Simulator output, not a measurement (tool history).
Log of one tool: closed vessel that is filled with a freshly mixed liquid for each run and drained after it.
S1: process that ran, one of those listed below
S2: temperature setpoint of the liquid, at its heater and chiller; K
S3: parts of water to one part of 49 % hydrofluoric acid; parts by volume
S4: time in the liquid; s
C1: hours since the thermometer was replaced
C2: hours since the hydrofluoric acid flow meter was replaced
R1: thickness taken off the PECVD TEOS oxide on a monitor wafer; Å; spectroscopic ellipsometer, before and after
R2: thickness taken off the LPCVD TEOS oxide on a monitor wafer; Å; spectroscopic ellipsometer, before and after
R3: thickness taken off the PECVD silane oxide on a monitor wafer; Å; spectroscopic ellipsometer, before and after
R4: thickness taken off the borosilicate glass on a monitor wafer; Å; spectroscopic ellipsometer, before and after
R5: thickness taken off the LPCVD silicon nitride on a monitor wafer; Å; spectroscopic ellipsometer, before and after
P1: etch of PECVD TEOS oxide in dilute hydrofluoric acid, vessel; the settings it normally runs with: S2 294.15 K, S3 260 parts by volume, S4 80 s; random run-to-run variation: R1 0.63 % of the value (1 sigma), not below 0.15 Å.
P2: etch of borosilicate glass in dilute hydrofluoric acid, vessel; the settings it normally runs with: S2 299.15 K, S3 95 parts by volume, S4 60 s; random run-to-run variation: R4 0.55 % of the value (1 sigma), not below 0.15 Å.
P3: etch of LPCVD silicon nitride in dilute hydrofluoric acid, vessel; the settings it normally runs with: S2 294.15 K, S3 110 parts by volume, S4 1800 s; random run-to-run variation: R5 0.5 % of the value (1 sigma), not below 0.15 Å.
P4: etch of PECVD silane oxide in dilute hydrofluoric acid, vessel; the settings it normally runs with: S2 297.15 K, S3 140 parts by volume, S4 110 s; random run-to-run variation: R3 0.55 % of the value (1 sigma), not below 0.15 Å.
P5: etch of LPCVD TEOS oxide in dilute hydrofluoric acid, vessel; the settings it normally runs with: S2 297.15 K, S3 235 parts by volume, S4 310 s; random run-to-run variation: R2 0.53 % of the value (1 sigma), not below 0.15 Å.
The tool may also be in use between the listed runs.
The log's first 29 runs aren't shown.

Run 30, day 4.300: S1 P3, S2 294.15 K, S3 110 parts by volume, S4 1800 s; C1 67.2; C2 36.1. Result: R5 63.429 Å.
Run 31, day 4.429: S1 P4, S2 297.15 K, S3 140 parts by volume, S4 215 s; C1 70.3; C2 39.2. Result: R3 437.15 Å.
Run 32, day 4.608: S1 P5, S2 293.15 K, S3 235 parts by volume, S4 310 s; C1 74.6; C2 43.5. Result: R2 310.69 Å.
Run 33, day 4.717: S1 P1, S2 294.15 K, S3 260 parts by volume, S4 80 s; C1 77.2; C2 46.1. Result: R1 48.816 Å.
Run 34, day 4.817: S1 P1, S2 294.15 K, S3 260 parts by volume, S4 80 s; C1 79.6; C2 48.5. Result: R1 47.363 Å.
Run 35, day 4.933: S1 P1, S2 294.15 K, S3 260 parts by volume, S4 80 s; C1 82.4; C2 51.3. Result: R1 47.075 Å.
Run 36, day 5.067: S1 P1, S2 294.15 K, S3 260 parts by volume, S4 80 s; C1 85.6; C2 54.5. Result: R1 46.512 Å.
Run 37, day 5.179: S1 P1, S2 294.15 K, S3 260 parts by volume, S4 80 s; C1 88.3; C2 57.2. Result: R1 46.025 Å.
Run 38, day 5.271: S1 P1, S2 294.15 K, S3 260 parts by volume, S4 80 s; C1 90.5; C2 59.4. Result: R1 45.454 Å.

Run 39 has not been measured yet. What should we expect?
Run 39, day 5.408: S1 P1, S2 294.15 K, S3 260 parts by volume, S4 80 s; C1 93.8; C2 62.7. Result: R1 ?.

Run 39 yielded R1 45.640 Å.

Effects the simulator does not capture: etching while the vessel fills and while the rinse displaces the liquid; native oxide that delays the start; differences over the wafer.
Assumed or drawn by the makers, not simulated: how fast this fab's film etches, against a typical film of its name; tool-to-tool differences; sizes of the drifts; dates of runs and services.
